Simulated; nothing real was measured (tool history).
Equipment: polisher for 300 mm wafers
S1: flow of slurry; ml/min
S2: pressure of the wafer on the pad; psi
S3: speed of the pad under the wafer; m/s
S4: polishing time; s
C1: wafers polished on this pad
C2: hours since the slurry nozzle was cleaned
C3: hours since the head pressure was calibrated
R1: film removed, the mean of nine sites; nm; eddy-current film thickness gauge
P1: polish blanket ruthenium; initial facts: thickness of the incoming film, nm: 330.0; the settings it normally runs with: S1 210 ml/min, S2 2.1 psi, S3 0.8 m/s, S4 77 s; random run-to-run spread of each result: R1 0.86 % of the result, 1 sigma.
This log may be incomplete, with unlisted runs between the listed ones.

| run | day | S1 | S2 | S3 | S4 | C1 | C2 | C3 | R1 |
|---|---|---|---|---|---|---|---|---|---|
| 1 | 0.45 | 210 | 2.1 | 0.8 | 77 | 237 | 138.5 | 182.6 | 64.868 |
| 2 | 1.021 | 210 | 2.1 | 0.5 | 77 | 322 | 152.2 | 196.3 | 40.866 |
| 3 | 1.496 | 210 | 2.1 | 0.8 | 77 | 393 | 163.6 | 207.7 | 65.206 |
| 4 | 2.212 | 210 | 2.1 | 0.8 | 77 | 501 | 180.8 | 224.9 | 65.332 |
| 5 | 2.875 | 210 | 2.1 | 1.22 | 77 | 600 | 196.7 | 240.8 | 99.977 |
| 6 | 3.546 | 210 | 2.1 | 0.8 | 77 | 701 | 212.8 | 256.9 | 65.297 |
| 7 | 4.067 | 210 | 2.1 | 1.02 | 117 | 779 | 225.3 | 269.4 | 124.68 |
| 8 | 4.721 | 125 | 2.1 | 0.8 | 77 | 877 | 241 | 285.1 | 59.836 |
| 9 | 5.475 | 210 | 2.1 | 0.8 | 100 | 990 | 259.1 | 303.2 | 84.612 |
| 10 | 6.279 | 210 | 2.1 | 0.8 | 77 | 1110 | 278.4 | 322.5 | 65.701 |
| 11 | 6.679 | 325 | 2.1 | 0.8 | 77 | 1170 | 288 | 332.1 | 69.083 |
| 12 | 7.088 | 155 | 2.1 | 0.8 | 108 | 1231 | 297.8 | 341.9 | 87.744 |
| 13 | 7.712 | 260 | 1.5 | 0.8 | 77 | 1325 | 312.8 | 356.9 | 47.439 |
| 14 | 8.358 | 210 | 0.9 | 0.8 | 77 | 1422 | 328.3 | 372.4 | 27.787 |
| 15 | 9.004 | 210 | 2.1 | 0.8 | 77 | 1519 | 343.8 | 387.9 | 64.522 |
| 16 | 9.688 | 210 | 2.1 | 0.8 | 77 | 1621 | 360.2 | 404.3 | 63.891 |
| 17 | 10.208 | 210 | 3.1 | 0.8 | 77 | 1699 | 372.7 | 416.8 | 96.265 |
| 18 | 10.888 | 210 | 2.1 | 0.8 | 43 | 1801 | 389 | 433.1 | 36.135 |
| 19 | 11.479 | 210 | 2.1 | 0.8 | 77 | 1889 | 403.2 | 447.3 | 63.851 |
| 20 | 12.025 | 210 | 2.1 | 0.8 | 77 | 1971 | 416.3 | 460.4 | 64.241 |
| 21 | 12.675 | 210 | 2.1 | 0.8 | 77 | 2069 | 431.9 | 476 | 62.865 |
| 22 | 13.246 | 210 | 2.1 | 0.8 | 77 | 2154 | 445.6 | 489.7 | 61.508 |
|  | 13.471 | worn pad replaced by a new one |
| 23 | 13.825 | 210 | 2.1 | 0.8 | 77 | 53 | 459.5 | 503.6 | 60.97 |
| 24 | 14.229 | 210 | 2.1 | 0.8 | 77 | 114 | 469.2 | 513.3 | 61.64 |
| 25 | 14.958 | 210 | 2.1 | 0.8 | 77 | 223 | 486.7 | 530.8 | 60.732 |
| 26 | 15.358 | 210 | 2.1 | 0.8 | 77 | 283 | 496.3 | 540.4 | 61.435 |

Something has made what P1 gives creep away from where it was; the 2 causes below, each at its own stated size, fit the log equally well:
A: slurry flow missing at the pad, % = 30.6
B: head's pressure below its setpoint, % = 5.36
The onset of the drift is placed at about day 11.479.
The rest of the possible causes, and what rules out each one:
removal rate lost through wear of the pad, %: serviced after onset, at day 13.471, with no recovery of the prior output

4 check runs are offered, each on 5 wafers whose results are averaged, their results left as question marks. Which one tells the causes apart?
| check 1 | 15.758 | 210 | 2.1 | 0.98 | 77 |  |  |  | ? |
| check 2 | 15.758 | 250 | 1.1 | 0.8 | 77 |  |  |  | ? |
| check 3 | 15.758 | 210 | 1.5 | 0.8 | 77 |  |  |  | ? |
| check 4 | 15.758 | 125 | 3.1 | 0.8 | 77 |  |  |  | ? |

What every check run would give for each of its results, assuming each possible cause in turn:
| check | result | if A | if B |
|---|---|---|---|
| check 1 | R1 | 75.456 | 75.459 |
| check 2 | R1 | 33.203 | 32.929 |
| check 3 | R1 | 43.998 | 43.999 |
| check 4 | R1 | 80.827 | 83.568 |
Per-check spread between the two closest causes, in the result where they differ most: check 1 0 %; check 2 0.83 %; check 3 0 %; check 4 3.33 %
Check 4 tells the causes apart: in the others they would give nearly the same result.

After running check 4, the following was obtained: R1 83.559 nm. Which cause does this point to?

It is B: head's pressure below its setpoint, %.

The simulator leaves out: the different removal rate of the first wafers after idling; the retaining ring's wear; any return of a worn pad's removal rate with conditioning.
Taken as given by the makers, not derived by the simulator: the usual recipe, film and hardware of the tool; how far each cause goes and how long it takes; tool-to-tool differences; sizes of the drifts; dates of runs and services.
